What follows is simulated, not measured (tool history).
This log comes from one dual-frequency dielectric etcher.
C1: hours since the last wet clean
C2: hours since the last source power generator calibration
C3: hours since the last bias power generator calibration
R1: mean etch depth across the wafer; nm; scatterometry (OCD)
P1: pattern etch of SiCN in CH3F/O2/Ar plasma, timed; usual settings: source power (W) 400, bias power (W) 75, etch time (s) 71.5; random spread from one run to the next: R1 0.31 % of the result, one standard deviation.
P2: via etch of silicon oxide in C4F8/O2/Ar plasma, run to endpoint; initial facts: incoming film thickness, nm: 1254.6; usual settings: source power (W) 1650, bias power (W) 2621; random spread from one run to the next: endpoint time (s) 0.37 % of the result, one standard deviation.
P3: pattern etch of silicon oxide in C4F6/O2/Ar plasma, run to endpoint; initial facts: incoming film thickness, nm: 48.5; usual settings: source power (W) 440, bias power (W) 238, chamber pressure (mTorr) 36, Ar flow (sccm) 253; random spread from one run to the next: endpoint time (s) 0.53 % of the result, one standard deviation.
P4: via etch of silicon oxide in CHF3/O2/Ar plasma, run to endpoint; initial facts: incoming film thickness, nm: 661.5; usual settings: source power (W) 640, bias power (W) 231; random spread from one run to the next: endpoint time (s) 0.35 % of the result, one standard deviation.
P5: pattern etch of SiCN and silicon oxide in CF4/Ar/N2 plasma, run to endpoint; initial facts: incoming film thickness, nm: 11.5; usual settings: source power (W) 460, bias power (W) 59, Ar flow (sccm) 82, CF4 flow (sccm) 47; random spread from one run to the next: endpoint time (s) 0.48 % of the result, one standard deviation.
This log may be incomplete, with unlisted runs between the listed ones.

Run 1, day 0.217: process that ran P1, source power (W) 400, bias power (W) 75, etch time (s) 71.5; C1 215.9; C2 703.3; C3 831.9. Result: R1 27.239 nm.
Run 2, day 0.35: process that ran P1, source power (W) 400, bias power (W) 75, etch time (s) 71.5; C1 219.1; C2 706.5; C3 835.1. Result: R1 27.229 nm.
Run 3, day 0.588: process that ran P1, source power (W) 400, bias power (W) 59, etch time (s) 71.5; C1 224.8; C2 712.2; C3 840.8. Result: R1 25.089 nm.
Run 4, day 0.825: process that ran P3, source power (W) 440, bias power (W) 238, chamber pressure (mTorr) 36, Ar flow (sccm) 333; C1 230.5; C2 717.9; C3 846.5. Result: endpoint time (s) 13.927.
Run 5, day 1.054: process that ran P3, source power (W) 440, bias power (W) 238, chamber pressure (mTorr) 36, Ar flow (sccm) 253; C1 236; C2 723.4; C3 852. Result: endpoint time (s) 13.471.
Run 6, day 1.229: process that ran P1, source power (W) 400, bias power (W) 75, etch time (s) 56; C1 240.2; C2 727.6; C3 856.2. Result: R1 21.29 nm.
Run 7, day 1.392: process that ran P1, source power (W) 400, bias power (W) 95, etch time (s) 71.5; C1 244.1; C2 731.5; C3 860.1. Result: R1 29.688 nm.
Run 8, day 1.596: process that ran P1, source power (W) 570, bias power (W) 75, etch time (s) 71.5; C1 249; C2 736.4; C3 865. Result: R1 31.164 nm.
Run 9, day 1.708: process that ran P3, source power (W) 440, bias power (W) 151, chamber pressure (mTorr) 36, Ar flow (sccm) 253; C1 251.7; C2 739.1; C3 867.7. Result: endpoint time (s) 15.53.
Run 10, day 1.938: process that ran P5, source power (W) 460, bias power (W) 59, Ar flow (sccm) 115, CF4 flow (sccm) 47; C1 257.2; C2 744.6; C3 873.2. Result: endpoint time (s) 15.19.
Run 11, day 2.175: process that ran P5, source power (W) 460, bias power (W) 59, Ar flow (sccm) 82, CF4 flow (sccm) 33; C1 262.9; C2 750.3; C3 878.9. Result: endpoint time (s) 15.04.
Run 12, day 2.362: process that ran P4, source power (W) 470, bias power (W) 231; C1 267.4; C2 754.8; C3 883.4. Result: endpoint time (s) 327.74.
Run 13, day 2.496: process that ran P5, source power (W) 460, bias power (W) 47, Ar flow (sccm) 82, CF4 flow (sccm) 47; C1 270.6; C2 758; C3 886.6. Result: endpoint time (s) 15.29.
Run 14, day 2.692: process that ran P2, source power (W) 1650, bias power (W) 2621; C1 275.3; C2 762.7; C3 891.3. Result: endpoint time (s) 256.49.
Run 15, day 2.854: process that ran P4, source power (W) 640, bias power (W) 231; C1 279.2; C2 766.6; C3 895.2. Result: endpoint time (s) 293.26.
Run 16, day 3.104: process that ran P2, source power (W) 1650, bias power (W) 3157; C1 285.2; C2 772.6; C3 901.2. Result: endpoint time (s) 241.79.
Run 17, day 3.333: process that ran P4, source power (W) 640, bias power (W) 231; C1 290.7; C2 778.1; C3 906.7. Result: endpoint time (s) 291.17.
Run 18, day 3.45: process that ran P1, source power (W) 400, bias power (W) 75, etch time (s) 103; C1 293.5; C2 780.9; C3 909.5. Result: R1 39.226 nm.
Run 19, day 3.579: process that ran P1, source power (W) 400, bias power (W) 75, etch time (s) 71.5; C1 296.6; C2 784; C3 912.6. Result: R1 27.18 nm.
Run 20, day 3.758: process that ran P3, source power (W) 440, bias power (W) 238, chamber pressure (mTorr) 36, Ar flow (sccm) 253; C1 300.9; C2 788.3; C3 916.9. Result: endpoint time (s) 13.57.
Run 21, day 3.95: process that ran P4, source power (W) 640, bias power (W) 310; C1 305.5; C2 792.9; C3 921.5. Result: endpoint time (s) 262.77.
Run 22, day 4.075: process that ran P1, source power (W) 400, bias power (W) 75, etch time (s) 71.5; C1 308.5; C2 795.9; C3 924.5. Result: R1 27.179 nm.
Run 23, day 4.325: process that ran P5, source power (W) 460, bias power (W) 59, Ar flow (sccm) 82, CF4 flow (sccm) 47; C1 314.5; C2 801.9; C3 930.5. Result: endpoint time (s) 14.08.
Run 24, day 4.5: process that ran P1, source power (W) 400, bias power (W) 88, etch time (s) 96; C1 318.7; C2 806.1; C3 934.7. Result: R1 38.755 nm.
Run 25, day 4.717: process that ran P3, source power (W) 440, bias power (W) 238, chamber pressure (mTorr) 28.5, Ar flow (sccm) 253; C1 323.9; C2 811.3; C3 939.9. Result: endpoint time (s) 13.255.
Run 26, day 4.892: process that ran P1, source power (W) 240, bias power (W) 75, etch time (s) 71.5; C1 328.1; C2 815.5; C3 944.1. Result: R1 22.618 nm.
Run 27, day 5.004: process that ran P5, source power (W) 550, bias power (W) 59, Ar flow (sccm) 82, CF4 flow (sccm) 47; C1 330.8; C2 818.2; C3 946.8. Result: endpoint time (s) 12.171.
Run 28, day 5.125: process that ran P3, source power (W) 330, bias power (W) 238, chamber pressure (mTorr) 36, Ar flow (sccm) 253; C1 333.7; C2 821.1; C3 949.7. Result: endpoint time (s) 14.947.
Run 29, day 5.242: process that ran P2, source power (W) 2260, bias power (W) 2621; C1 336.5; C2 823.9; C3 952.5. Result: endpoint time (s) 225.27.
Run 30, day 5.454: process that ran P1, source power (W) 400, bias power (W) 75, etch time (s) 71.5; C1 341.6; C2 829; C3 957.6. Result: R1 27.277 nm.
Run 31, day 5.596: process that ran P1, source power (W) 400, bias power (W) 75, etch time (s) 71.5; C1 345; C2 832.4; C3 961. Result: R1 27.335 nm.
Run 32, day 5.821: process that ran P1, source power (W) 400, bias power (W) 75, etch time (s) 71.5; C1 350.4; C2 837.8; C3 966.4. Result: R1 27.443 nm.
Run 33, day 6.038: process that ran P1, source power (W) 400, bias power (W) 75, etch time (s) 71.5; C1 355.6; C2 843; C3 971.6. Result: R1 27.689 nm.
Run 34, day 6.167: process that ran P1, source power (W) 400, bias power (W) 75, etch time (s) 71.5; C1 358.7; C2 846.1; C3 974.7. Result: R1 27.431 nm.
At day 6.367: wet clean of the chamber.
Run 35, day 6.417: process that ran P1, source power (W) 400, bias power (W) 75, etch time (s) 71.5; C1 1.2; C2 852.1; C3 980.7. Result: R1 27.7 nm.
Run 36, day 6.621: process that ran P1, source power (W) 400, bias power (W) 75, etch time (s) 71.5; C1 6.1; C2 857; C3 985.6. Result: R1 27.67 nm.
Run 37, day 6.804: process that ran P1, source power (W) 400, bias power (W) 75, etch time (s) 71.5; C1 10.5; C2 861.4; C3 990. Result: R1 27.619 nm.

The output of P1 has drifted from where it used to be. Each of the 2 causes below, taken at the size shown beside it, accounts for the log equally well:
A: bias power that arrives over what is set, % = 4.41
B: source power that arrives over what is set, % = 4.21
At approximately day 5.454, the process output began to creep.
Ruled out, with reasons:
chamber walls in a state that raises the etch rate, %: work on it at day 6.367, done after the drift set in, did not restore what the process gave before

Each of the check runs listed below is run on 3 wafers and reports their average, with the results left as question marks. Pick the one under which the possible causes would lead to clearly different results.
Run check 1, day 6.988: process that ran P3, source power (W) 440, bias power (W) 153, chamber pressure (mTorr) 36, Ar flow (sccm) 253. Result: endpoint time (s) ?.
Run check 2, day 6.988: process that ran P5, source power (W) 460, bias power (W) 59, Ar flow (sccm) 108, CF4 flow (sccm) 47. Result: endpoint time (s) ?.
Run check 3, day 6.988: process that ran P4, source power (W) 640, bias power (W) 300. Result: endpoint time (s) ?.
Run check 4, day 6.988: process that ran P2, source power (W) 2180, bias power (W) 2621. Result: endpoint time (s) ?.

What every check run would give for each of its results, assuming each possible cause in turn:
  check             result    if A    if B
check 1  endpoint time (s)    15.3  15.252
check 2  endpoint time (s)  14.698  14.392
check 3  endpoint time (s)  261.78  261.92
check 4  endpoint time (s)   225.8  225.08
Minimum pairwise separation of causes per check, each pair taken at its best-separating result: check 1 0.32 %; check 2 2.11 %; check 3 0.05 %; check 4 0.32 %
The causes can be told apart only by check 2. The other checks would give nearly the same results under each of them.

Running check 2 produced the following: endpoint time (s) 14.711. Which one of the listed causes fits?

The correct cause is A, namely: bias power that arrives over what is set, %.
